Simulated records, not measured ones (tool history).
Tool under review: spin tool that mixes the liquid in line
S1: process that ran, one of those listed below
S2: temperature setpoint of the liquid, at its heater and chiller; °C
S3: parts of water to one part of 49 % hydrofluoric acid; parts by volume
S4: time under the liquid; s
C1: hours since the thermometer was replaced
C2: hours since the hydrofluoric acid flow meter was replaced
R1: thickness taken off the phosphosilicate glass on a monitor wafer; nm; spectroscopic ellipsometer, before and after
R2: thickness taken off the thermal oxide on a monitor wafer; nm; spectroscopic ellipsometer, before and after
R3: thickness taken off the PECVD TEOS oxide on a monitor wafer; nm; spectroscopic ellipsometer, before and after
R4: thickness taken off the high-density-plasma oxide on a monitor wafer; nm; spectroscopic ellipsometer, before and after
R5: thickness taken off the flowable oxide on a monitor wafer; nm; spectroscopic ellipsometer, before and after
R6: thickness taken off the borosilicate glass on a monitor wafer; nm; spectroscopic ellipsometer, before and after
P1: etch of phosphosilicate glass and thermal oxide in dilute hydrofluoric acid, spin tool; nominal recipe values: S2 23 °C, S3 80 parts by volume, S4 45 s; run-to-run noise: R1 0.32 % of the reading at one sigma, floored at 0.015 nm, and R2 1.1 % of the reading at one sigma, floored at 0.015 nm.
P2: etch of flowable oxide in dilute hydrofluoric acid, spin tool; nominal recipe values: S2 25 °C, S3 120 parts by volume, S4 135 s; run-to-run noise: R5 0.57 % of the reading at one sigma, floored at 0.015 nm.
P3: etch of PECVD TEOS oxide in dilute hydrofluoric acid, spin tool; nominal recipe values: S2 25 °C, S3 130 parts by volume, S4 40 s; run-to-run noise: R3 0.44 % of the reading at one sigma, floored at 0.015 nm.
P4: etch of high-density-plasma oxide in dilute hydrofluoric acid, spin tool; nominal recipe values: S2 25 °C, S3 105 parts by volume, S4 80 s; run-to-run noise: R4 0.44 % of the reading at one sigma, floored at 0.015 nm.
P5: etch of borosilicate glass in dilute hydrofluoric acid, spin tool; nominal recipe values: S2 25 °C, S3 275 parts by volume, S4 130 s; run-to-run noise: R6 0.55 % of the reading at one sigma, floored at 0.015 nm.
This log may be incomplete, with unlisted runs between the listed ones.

run   hour  S1    S2   S3   S4      C1      C2      R1       R2      R3      R4      R5      R6
  1    7.7  P1    23   80   45   624.4  1175.9  40.684   2.6175
  2   17.8  P1    23   80   70   634.5    1186  63.041   4.1032
  3   28.7  P3    25  130   75   645.4  1196.9                    13.15
  4   38.2  P3    25  215   40   654.9  1206.4                   3.8167
  5   49.3  P1    23   30   45     666  1217.5  114.99   7.4486
  6   55.4  P4    25  105   80   672.1  1223.6                           4.7788
  7   64.9  P1    23   80   45   681.6  1233.1  40.577   2.5973
  8   77.1  P1    30   80   45   693.8  1245.3  53.451   3.4436
  9   89.6  P2    25  175  135   706.3  1257.8                                   21.938
 10   98.6  P1  26.5   80   25   715.3  1266.8  25.802   1.6667
 11  110.9  P2    25  120  135   727.6  1279.1                                   34.607
 12    122  P1    23   35   80   738.7  1290.2  175.05   11.398
 13  129.1  P5    25  275   35   745.8  1297.3                                           2.5411
 14  140.3  P5    25  465  130     757  1308.5                                           4.6831
 15  147.1  P1    23   80   45   763.8  1315.3  40.573   2.5724
 16  157.8  P1    17   80   15   774.5    1326  10.525   0.6782
 17  164.3  P1    23  120   45     781  1332.5    25.8   1.6339
 18  171.2  P4    25   40   80   787.9  1339.4                           13.595
 19  177.5  P4    25  105   15   794.2  1345.7                           0.8944
 20  185.3  P5    25  275  130     802  1353.5                                           9.4356
 21  192.4  P2    25  120  235   809.1  1360.6                                   59.898
 22  205.6  P2    18  120  135   822.3  1373.8                                   26.265
 23  215.4  P1    23   80   15   832.1  1383.6  13.551  0.87071
 24  228.1  P1    17   80   45   844.8  1396.3  31.651   1.9733
 25  237.2  P3    25  130   40   853.9  1405.4                   6.9826
 26  243.2  P2    25  120  135   859.9  1411.4                                   34.093
 27  255.2  P4  19.5  105   80   871.9  1423.4                           3.8142
 28  268.3  P5    21  275  130     885  1436.5                                           8.1611
 29  280.1  P4    25  105   80   896.8  1448.3                           4.7241
 30  292.2  P1    23   80   45   908.9  1460.4  40.491   2.6132
 31  301.7  P3    18  130   40   918.4  1469.9                    5.332
 32  309.9  P1    23   80   45   926.6  1478.1  40.498   2.5644
 33  317.4  P1    23   80   45   934.1  1485.6  40.492   2.5943
 34    326  P1    23   80   45   942.7  1494.2  39.459   2.5995
 35    336  P1    23   80   45   952.7  1504.2  38.422   2.5091
 36  346.4  P1    23   80   45   963.1  1514.6   38.05   2.4396
 37  354.8  P1    23   80   45   971.5    1523  37.652   2.3764
 38  360.6  P1    23   80   45   977.3  1528.8  37.418   2.4477
 39  366.7  P1    23   80   45   983.4  1534.9  37.268   2.4189
 40  376.5  P1    23   80   45   993.2  1544.7  37.384   2.4547
 41  385.8  P1    23   80   45  1002.5    1554  37.293   2.3772
 42  397.3  P1    23   80   45    1014  1565.5  37.333    2.444

Something has made what P1 gives creep away from where it was; the 2 causes below, each at its own stated size, fit the log equally well:
A: liquid colder than its thermometer reads (K) = 2.09
B: hydrofluoric acid flow below the setpoint (%) = 7.45
Onset of the creep was near hour 317.4.

The 4 check runs listed below each average the results of 5 wafers, and their outcomes are marked with question marks. Under which run would the listed causes produce clearly different results?
check 1  408.8  P2  18.5  120  135                           ?
check 2  408.8  P4    25   55   15                       ?
check 3  408.8  P3  19.5  130   70                   ?
check 4  408.8  P5    25  385   45                               ?

Check results expected under each cause:
  check  result    if A    if B
check 1      R5  24.325  24.308
check 2      R4  1.6673  1.6711
check 3      R3  9.0802   9.054
check 4      R6  1.9657  1.8953
Gap, in per cent, between the two causes that each check separates least, read from the result that separates them most: check 1 0.07 %; check 2 0.23 %; check 3 0.29 %; check 4 3.64 %
Check 4 is the one run that separates the causes; every other check would come out nearly the same whichever cause is at work.

Check 4 was carried out, with these results: R6 1.9102 nm. Which of the listed causes is responsible?

The cause is B: hydrofluoric acid flow below the setpoint (%).
